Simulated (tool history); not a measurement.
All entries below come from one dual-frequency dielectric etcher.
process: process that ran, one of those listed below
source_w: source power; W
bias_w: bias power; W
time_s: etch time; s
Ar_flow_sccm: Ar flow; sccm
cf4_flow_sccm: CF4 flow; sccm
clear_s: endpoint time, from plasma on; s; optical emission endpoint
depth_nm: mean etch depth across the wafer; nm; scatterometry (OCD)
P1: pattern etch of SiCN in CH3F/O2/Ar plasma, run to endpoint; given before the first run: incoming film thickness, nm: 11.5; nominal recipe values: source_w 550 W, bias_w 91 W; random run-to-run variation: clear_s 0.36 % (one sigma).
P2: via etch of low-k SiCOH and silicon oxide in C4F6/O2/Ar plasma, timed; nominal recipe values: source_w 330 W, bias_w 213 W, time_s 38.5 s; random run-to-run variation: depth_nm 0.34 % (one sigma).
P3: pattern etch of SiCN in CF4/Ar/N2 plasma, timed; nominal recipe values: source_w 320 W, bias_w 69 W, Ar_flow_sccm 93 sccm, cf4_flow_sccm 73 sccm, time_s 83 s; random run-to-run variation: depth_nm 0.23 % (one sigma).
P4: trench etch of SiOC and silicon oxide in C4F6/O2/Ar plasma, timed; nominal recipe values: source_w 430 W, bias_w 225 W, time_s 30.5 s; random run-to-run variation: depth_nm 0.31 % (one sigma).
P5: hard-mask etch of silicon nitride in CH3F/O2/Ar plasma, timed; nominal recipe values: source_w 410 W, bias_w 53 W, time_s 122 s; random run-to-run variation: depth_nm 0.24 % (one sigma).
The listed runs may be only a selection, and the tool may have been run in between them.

{"run": 1, "hour": 14.8, "process": "P1", "source_w": 550, "bias_w": 91, "clear_s": 25.012}
{"run": 2, "hour": 29.7, "process": "P5", "source_w": 410, "bias_w": 53, "time_s": 122, "depth_nm": 78.417}
{"run": 3, "hour": 38.5, "process": "P4", "source_w": 430, "bias_w": 225, "time_s": 19.5, "depth_nm": 43.23}
{"run": 4, "hour": 47.4, "process": "P1", "source_w": 550, "bias_w": 91, "clear_s": 25.101}
{"hour": 50.4, "done": "wet clean of the chamber"}
{"run": 5, "hour": 57.9, "process": "P2", "source_w": 450, "bias_w": 213, "time_s": 38.5, "depth_nm": 102.6}
{"run": 6, "hour": 69.4, "process": "P1", "source_w": 390, "bias_w": 91, "clear_s": 28.397}
{"run": 7, "hour": 82.8, "process": "P5", "source_w": 540, "bias_w": 53, "time_s": 122, "depth_nm": 86.999}
{"run": 8, "hour": 95.1, "process": "P1", "source_w": 550, "bias_w": 57, "clear_s": 29.27}
{"run": 9, "hour": 101.9, "process": "P5", "source_w": 410, "bias_w": 38, "time_s": 122, "depth_nm": 70.874}
{"run": 10, "hour": 111.7, "process": "P3", "source_w": 320, "bias_w": 69, "time_s": 83, "Ar_flow_sccm": 93, "cf4_flow_sccm": 73, "depth_nm": 51.076}
{"run": 11, "hour": 120.8, "process": "P1", "source_w": 670, "bias_w": 91, "clear_s": 23.206}
{"run": 12, "hour": 134.2, "process": "P1", "source_w": 370, "bias_w": 68, "clear_s": 32.007}
{"run": 13, "hour": 148.7, "process": "P1", "source_w": 330, "bias_w": 109, "clear_s": 28.272}
{"run": 14, "hour": 161.7, "process": "P2", "source_w": 330, "bias_w": 146, "time_s": 38.5, "depth_nm": 80.743}
{"run": 15, "hour": 172.3, "process": "P5", "source_w": 410, "bias_w": 53, "time_s": 122, "depth_nm": 78.524}
{"run": 16, "hour": 179.1, "process": "P2", "source_w": 330, "bias_w": 213, "time_s": 48.5, "depth_nm": 114.27}
{"run": 17, "hour": 194.1, "process": "P4", "source_w": 320, "bias_w": 225, "time_s": 30.5, "depth_nm": 60.369}
{"run": 18, "hour": 207.0, "process": "P3", "source_w": 320, "bias_w": 69, "time_s": 123, "Ar_flow_sccm": 93, "cf4_flow_sccm": 73, "depth_nm": 75.55}
{"run": 19, "hour": 215.7, "process": "P1", "source_w": 710, "bias_w": 108, "clear_s": 21.408}
{"run": 20, "hour": 223.2, "process": "P1", "source_w": 550, "bias_w": 91, "clear_s": 25.053}
{"run": 21, "hour": 235.4, "process": "P4", "source_w": 430, "bias_w": 134, "time_s": 30.5, "depth_nm": 57.75}
{"run": 22, "hour": 245.9, "process": "P2", "source_w": 330, "bias_w": 213, "time_s": 38.5, "depth_nm": 90.366}
{"run": 23, "hour": 257.1, "process": "P3", "source_w": 200, "bias_w": 69, "time_s": 83, "Ar_flow_sccm": 93, "cf4_flow_sccm": 73, "depth_nm": 33.832}
{"run": 24, "hour": 270.4, "process": "P5", "source_w": 410, "bias_w": 53, "time_s": 178, "depth_nm": 114.53}
{"run": 25, "hour": 277.0, "process": "P4", "source_w": 430, "bias_w": 225, "time_s": 30.5, "depth_nm": 67.722}
{"run": 26, "hour": 291.8, "process": "P3", "source_w": 320, "bias_w": 90, "time_s": 83, "Ar_flow_sccm": 93, "cf4_flow_sccm": 73, "depth_nm": 55.796}
{"run": 27, "hour": 304.9, "process": "P3", "source_w": 320, "bias_w": 69, "time_s": 83, "Ar_flow_sccm": 93, "cf4_flow_sccm": 73, "depth_nm": 50.894}
{"run": 28, "hour": 316.5, "process": "P3", "source_w": 320, "bias_w": 69, "time_s": 83, "Ar_flow_sccm": 93, "cf4_flow_sccm": 48, "depth_nm": 47.904}
{"run": 29, "hour": 323.2, "process": "P1", "source_w": 550, "bias_w": 114, "clear_s": 22.981}
{"run": 30, "hour": 336.8, "process": "P1", "source_w": 550, "bias_w": 91, "clear_s": 24.99}
{"run": 31, "hour": 351.7, "process": "P1", "source_w": 550, "bias_w": 91, "clear_s": 24.991}
{"run": 32, "hour": 361.2, "process": "P3", "source_w": 320, "bias_w": 69, "time_s": 83, "Ar_flow_sccm": 62, "cf4_flow_sccm": 73, "depth_nm": 53.831}
{"run": 33, "hour": 374.3, "process": "P1", "source_w": 550, "bias_w": 91, "clear_s": 24.97}
{"run": 34, "hour": 386.7, "process": "P1", "source_w": 550, "bias_w": 91, "clear_s": 25.151}
{"run": 35, "hour": 400.8, "process": "P1", "source_w": 550, "bias_w": 91, "clear_s": 25.261}
{"run": 36, "hour": 415.2, "process": "P1", "source_w": 550, "bias_w": 91, "clear_s": 25.19}
{"hour": 417.7, "done": "wet clean of the chamber"}
{"run": 37, "hour": 425.4, "process": "P1", "source_w": 550, "bias_w": 91, "clear_s": 25.429}
{"run": 38, "hour": 433.6, "process": "P1", "source_w": 550, "bias_w": 91, "clear_s": 25.461}
{"run": 39, "hour": 441.4, "process": "P1", "source_w": 550, "bias_w": 91, "clear_s": 25.463}
{"run": 40, "hour": 452.8, "process": "P1", "source_w": 550, "bias_w": 91, "clear_s": 25.594}
{"run": 41, "hour": 465.7, "process": "P1", "source_w": 550, "bias_w": 91, "clear_s": 25.395}
{"run": 42, "hour": 475.9, "process": "P1", "source_w": 550, "bias_w": 91, "clear_s": 25.49}

P1 has crept away from where it was. The log is fitted equally well by each of these 2 causes, at the sizes shown:
A: source power that arrives under what is set, % = 4.76
B: bias power that arrives under what is set, % = 4.91
The gradual shift began around hour 374.3.
Ruled out, with reasons:
chamber walls in a state that lowers the etch rate, %: serviced at hour 417.7, after the change had begun; the process did not return to its earlier output

Which of the 4 check runs listed below separates the causes, so that each cause would produce a clearly different result? Each run uses one wafer, and its results are marked with question marks.
{"run": "check 1", "hour": 486.1, "process": "P3", "source_w": 320, "bias_w": 69, "time_s": 110, "Ar_flow_sccm": 93, "cf4_flow_sccm": 73, "depth_nm": "?"}
{"run": "check 2", "hour": 486.1, "process": "P2", "source_w": 330, "bias_w": 155, "time_s": 38.5, "depth_nm": "?"}
{"run": "check 3", "hour": 486.1, "process": "P4", "source_w": 340, "bias_w": 155, "time_s": 30.5, "depth_nm": "?"}
{"run": "check 4", "hour": 486.1, "process": "P5", "source_w": 410, "bias_w": 39, "time_s": 152, "depth_nm": "?"}

Expected result of each check under each candidate cause:
check=check_1 result=depth_nm if_A=64.765 if_B=66.437
check=check_2 result=depth_nm if_A=80.406 if_B=80.692
check=check_3 result=depth_nm if_A=53.957 if_B=54.149
check=check_4 result=depth_nm if_A=87.37 if_B=87.794
Per-check spread between the two closest causes, in the result where they differ most: check 1 2.55 %; check 2 0.36 %; check 3 0.36 %; check 4 0.48 %
The causes can be told apart only by check 1. The other checks would give nearly the same results under each of them.

Then check 1 was run and gave: depth_nm 64.563 nm. Which cause is it?

The correct cause is A, namely: source power that arrives under what is set, %.
